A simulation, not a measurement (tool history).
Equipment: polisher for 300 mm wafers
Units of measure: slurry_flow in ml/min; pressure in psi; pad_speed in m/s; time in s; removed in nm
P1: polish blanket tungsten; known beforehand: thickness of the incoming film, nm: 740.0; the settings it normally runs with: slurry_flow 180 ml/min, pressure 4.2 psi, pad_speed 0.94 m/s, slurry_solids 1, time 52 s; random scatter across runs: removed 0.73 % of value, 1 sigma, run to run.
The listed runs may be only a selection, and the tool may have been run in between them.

run,hour,slurry_flow,pressure,pad_speed,slurry_solids,time,wafers polished on this pad,hours since the slurry nozzle was cleaned,hours since the head pressure was calibrated,hours since the slurry blender was calibrated,hours since the slurry got fresh peroxide,removed
1,7.1,180,4.2,0.94,1,52,581,439.8,199.1,67.5,47.3,241.1
2,15.2,180,5.5,0.94,1,52,651,447.9,207.2,75.6,55.4,317.05
# hour 19.5: slurry tank refilled with fresh slurry and peroxide
3,22.7,180,4.2,0.94,1,52,716,455.4,214.7,83.1,3.3,243.92
4,30.8,180,4.2,0.94,1.3,52,786,463.5,222.8,91.2,11.4,259.4
5,35.7,180,4.2,0.94,1,52,829,468.4,227.7,96.1,16.3,241.85
6,40.1,180,4.2,0.7,1,52,867,472.8,232.1,100.5,20.7,179.92
7,44.2,180,4.2,1.38,1,52,902,476.9,236.2,104.6,24.8,357.19
8,49.4,180,4.2,0.94,1,52,947,482.1,241.4,109.8,30,240.59
9,56.8,180,4.2,0.94,1,82,1011,489.5,248.8,117.2,37.4,384.41
10,61.1,180,4.2,0.46,0.7,52,1049,493.8,253.1,121.5,41.7,108.29
11,68.9,180,4.2,0.94,1,52,1116,501.6,260.9,129.3,49.5,240.66
12,73.1,110,4.2,0.94,1,52,1152,505.8,265.1,133.5,53.7,219.47
13,78.1,180,4.2,0.94,1,25,1196,510.8,270.1,138.5,58.7,116.42
14,86.2,260,4.2,0.94,1,52,1266,518.9,278.2,146.6,66.8,254.5
15,90,180,2.6,0.94,1,52,1299,522.7,282,150.4,70.6,149.46
16,95.2,180,4.2,0.94,0.7,52,1344,527.9,287.2,155.6,75.8,222.93
17,101.5,180,4.2,0.94,1,52,1398,534.2,293.5,161.9,82.1,241.96
18,109.6,180,4.2,0.94,1,52,1468,542.3,301.6,170,90.2,239.93
19,114.8,180,4.2,0.94,1,52,1513,547.5,306.8,175.2,95.4,240.46
20,120.9,180,4.2,0.94,1,52,1566,553.6,312.9,181.3,101.5,233.08
21,126.9,180,4.2,0.94,1,52,1618,559.6,318.9,187.3,107.5,228.42
22,130.9,180,4.2,0.94,1,52,1653,563.6,322.9,191.3,111.5,226.52

Run 23 comes next. What will it give?
# hour 133.4: worn pad replaced by a new one
23,139.2,180,4.2,0.94,1,52,50,571.9,331.2,199.6,119.8,?

removed: 226.06 nm

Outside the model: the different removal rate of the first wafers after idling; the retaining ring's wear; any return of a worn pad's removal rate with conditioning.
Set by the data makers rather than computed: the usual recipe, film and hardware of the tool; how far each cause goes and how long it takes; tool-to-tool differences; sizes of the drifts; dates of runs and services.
